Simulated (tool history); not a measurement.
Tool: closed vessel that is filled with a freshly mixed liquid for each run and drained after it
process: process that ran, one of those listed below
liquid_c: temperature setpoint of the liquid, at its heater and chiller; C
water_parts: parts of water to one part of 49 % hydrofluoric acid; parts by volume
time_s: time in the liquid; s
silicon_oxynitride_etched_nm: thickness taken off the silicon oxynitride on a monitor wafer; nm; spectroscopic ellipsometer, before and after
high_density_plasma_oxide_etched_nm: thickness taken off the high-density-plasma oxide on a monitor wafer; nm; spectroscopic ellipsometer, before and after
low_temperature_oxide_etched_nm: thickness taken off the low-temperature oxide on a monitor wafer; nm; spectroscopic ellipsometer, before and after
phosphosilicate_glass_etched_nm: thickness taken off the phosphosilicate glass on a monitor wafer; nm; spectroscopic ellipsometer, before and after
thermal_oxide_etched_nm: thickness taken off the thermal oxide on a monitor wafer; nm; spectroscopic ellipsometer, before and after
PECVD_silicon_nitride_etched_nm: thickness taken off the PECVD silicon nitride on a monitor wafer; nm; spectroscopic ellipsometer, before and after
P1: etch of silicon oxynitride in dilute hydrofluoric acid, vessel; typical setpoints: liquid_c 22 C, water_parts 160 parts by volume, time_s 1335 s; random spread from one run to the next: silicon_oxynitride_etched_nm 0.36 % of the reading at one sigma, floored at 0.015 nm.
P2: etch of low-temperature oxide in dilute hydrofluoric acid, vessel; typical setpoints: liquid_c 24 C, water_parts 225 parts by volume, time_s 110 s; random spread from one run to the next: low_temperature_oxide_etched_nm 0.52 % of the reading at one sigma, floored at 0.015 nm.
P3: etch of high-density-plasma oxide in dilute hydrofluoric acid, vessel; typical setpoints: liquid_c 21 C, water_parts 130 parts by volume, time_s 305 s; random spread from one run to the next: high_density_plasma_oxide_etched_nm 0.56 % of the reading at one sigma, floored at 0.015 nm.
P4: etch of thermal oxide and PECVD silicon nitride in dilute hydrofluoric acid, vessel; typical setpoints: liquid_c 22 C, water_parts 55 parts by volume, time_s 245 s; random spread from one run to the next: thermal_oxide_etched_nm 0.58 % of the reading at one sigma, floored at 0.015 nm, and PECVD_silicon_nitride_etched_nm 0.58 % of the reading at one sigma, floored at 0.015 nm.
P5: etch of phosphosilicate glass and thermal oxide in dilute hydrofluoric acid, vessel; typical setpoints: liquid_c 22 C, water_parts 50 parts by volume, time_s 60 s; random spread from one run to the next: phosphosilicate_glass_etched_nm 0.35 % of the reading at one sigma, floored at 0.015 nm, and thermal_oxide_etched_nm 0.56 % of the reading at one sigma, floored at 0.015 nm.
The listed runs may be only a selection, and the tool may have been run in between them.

run	hour	process	liquid_c	water_parts	time_s	hours since the thermometer was replaced	hours since the hydrofluoric acid flow meter was replaced	silicon_oxynitride_etched_nm	high_density_plasma_oxide_etched_nm	low_temperature_oxide_etched_nm	phosphosilicate_glass_etched_nm	thermal_oxide_etched_nm	PECVD_silicon_nitride_etched_nm
1	15.8	P1	22	160	1335	542.2	915.5	17.27					
2	29.2	P3	21	130	30	555.6	928.9		2.1398				
3	43.8	P3	17	130	305	570.2	943.5		18.599				
4	59.7	P1	22	160	350	586.1	959.4	4.5512					
5	74.7	P2	17	225	110	601.1	974.4			4.3385			
6	83	P5	22	20	60	609.4	982.7				321.91	14.901	
7	92.7	P5	22	50	30	619.1	992.4				61.948	2.8443	
8	105.5	P1	22	160	1335	631.9	1005.2	17.395					
9	121.3	P5	27	50	60	647.7	1021				152.15	7.0184	
10	131.8	P2	24	225	110	658.2	1031.5			5.6663			
11	143.8	P1	29	160	815	670.2	1043.5	14.51					
12	153.5	P4	22	55	245	679.9	1053.2					21.479	21.928
13	167.4	P4	18	55	245	693.8	1067.1					18.411	16.484
14	181.7	P1	22	160	1335	708.1	1081.4	17.273					
15	190.6	P1	22	35	1335	717	1090.3	86.593					
16	205.6	P2	24	50	110	732	1105.3			31.532			
17	214	P1	26	160	1335	740.4	1113.7	20.835					
18	224.3	P4	22	55	105	750.7	1124					9.3768	9.3191
19	233.3	P1	22	160	1335	759.7	1133	17.3					
20	246.1	P4	22	20	245	772.5	1145.8					62.384	58.207
21	256.9	P1	22	160	2465	783.3	1156.6	31.904					
22	265.9	P1	17.5	160	1335	792.3	1165.6	13.964					
23	276.5	P1	22	160	1335	802.9	1176.2	17.237					
24	291.6	P5	22	50	60	818	1191.3				123.18	5.7479	
25	303.5	P1	22	160	1335	829.9	1203.2	17.377					
26	314.2	P1	22	160	1335	840.6	1213.9	17.283					
27	322.3	P1	22	280	1335	848.7	1222	9.0868					
28	329.7	P3	21	210	305	856.1	1229.4		12.591				
29	340.2	P5	22	50	60	866.6	1239.9				123.19	5.7321	
30	354.2	P3	21	130	305	880.6	1253.9		21.923				
31	368.9	P2	24	225	50	895.3	1268.6			2.5749			
32	382.6	P2	24	225	110	909	1282.3			5.7487			
33	393	P1	22	160	1335	919.4	1292.7	17.358					
34	405.5	P1	22	160	1335	931.9	1305.2	16.708					
35	416.2	P1	22	160	1335	942.6	1315.9	16.392					
36	427.9	P1	22	160	1335	954.3	1327.6	16.032					
37	437.6	P1	22	160	1335	964	1337.3	15.877					
38	448.9	P1	22	160	1335	975.3	1348.6	15.693					
39	461.3	P1	22	160	1335	987.7	1361	15.614					
40	472.1	P1	22	160	1335	998.5	1371.8	15.692					
41	488.2	P1	22	160	1335	1014.6	1387.9	15.425					
42	495.5	P1	22	160	1335	1021.9	1395.2	15.634					
43	507.3	P1	22	160	1335	1033.7	1407	15.543					

P1 has crept away from where it was. The log is fitted equally well by each of these 2 causes, at the sizes shown:
A: liquid colder than its thermometer reads (K) = 2.28
B: hydrofluoric acid flow below the setpoint (%) = 9.08
The process output started creeping at around hour 393.

Consider the 4 single-wafer check runs listed below, results given as question marks: which one distinguishes between the causes by giving clearly different results for each?
check 1	519.1	P4	18.5	55	115							?	?
check 2	519.1	P2	17	55	110					?			
check 3	519.1	P3	17	130	305				?				
check 4	519.1	P5	26.5	25	60						?	?	

If the cause were each of the candidates in turn, the checks would give the following:
check	result	if A	if B
check 1	thermal_oxide_etched_nm	8.0149	7.9918
check 1	PECVD_silicon_nitride_etched_nm	6.8502	7.3382
check 2	low_temperature_oxide_etched_nm	19.105	19.076
check 3	high_density_plasma_oxide_etched_nm	16.943	16.734
check 4	phosphosilicate_glass_etched_nm	280.67	279.53
check 4	thermal_oxide_etched_nm	12.931	12.878
Smallest distance between any two causes, each pair judged by its most separating result, in per cent: check 1 6.88 %; check 2 0.15 %; check 3 1.24 %; check 4 0.4 %
Only in check 1 would the causes give clearly different results; in the remaining checks their results would be nearly the same.

Running check 1 produced the following: thermal_oxide_etched_nm 8.0198 nm; PECVD_silicon_nitride_etched_nm 7.2995 nm. Which one of the listed causes fits?

It is B: hydrofluoric acid flow below the setpoint (%).

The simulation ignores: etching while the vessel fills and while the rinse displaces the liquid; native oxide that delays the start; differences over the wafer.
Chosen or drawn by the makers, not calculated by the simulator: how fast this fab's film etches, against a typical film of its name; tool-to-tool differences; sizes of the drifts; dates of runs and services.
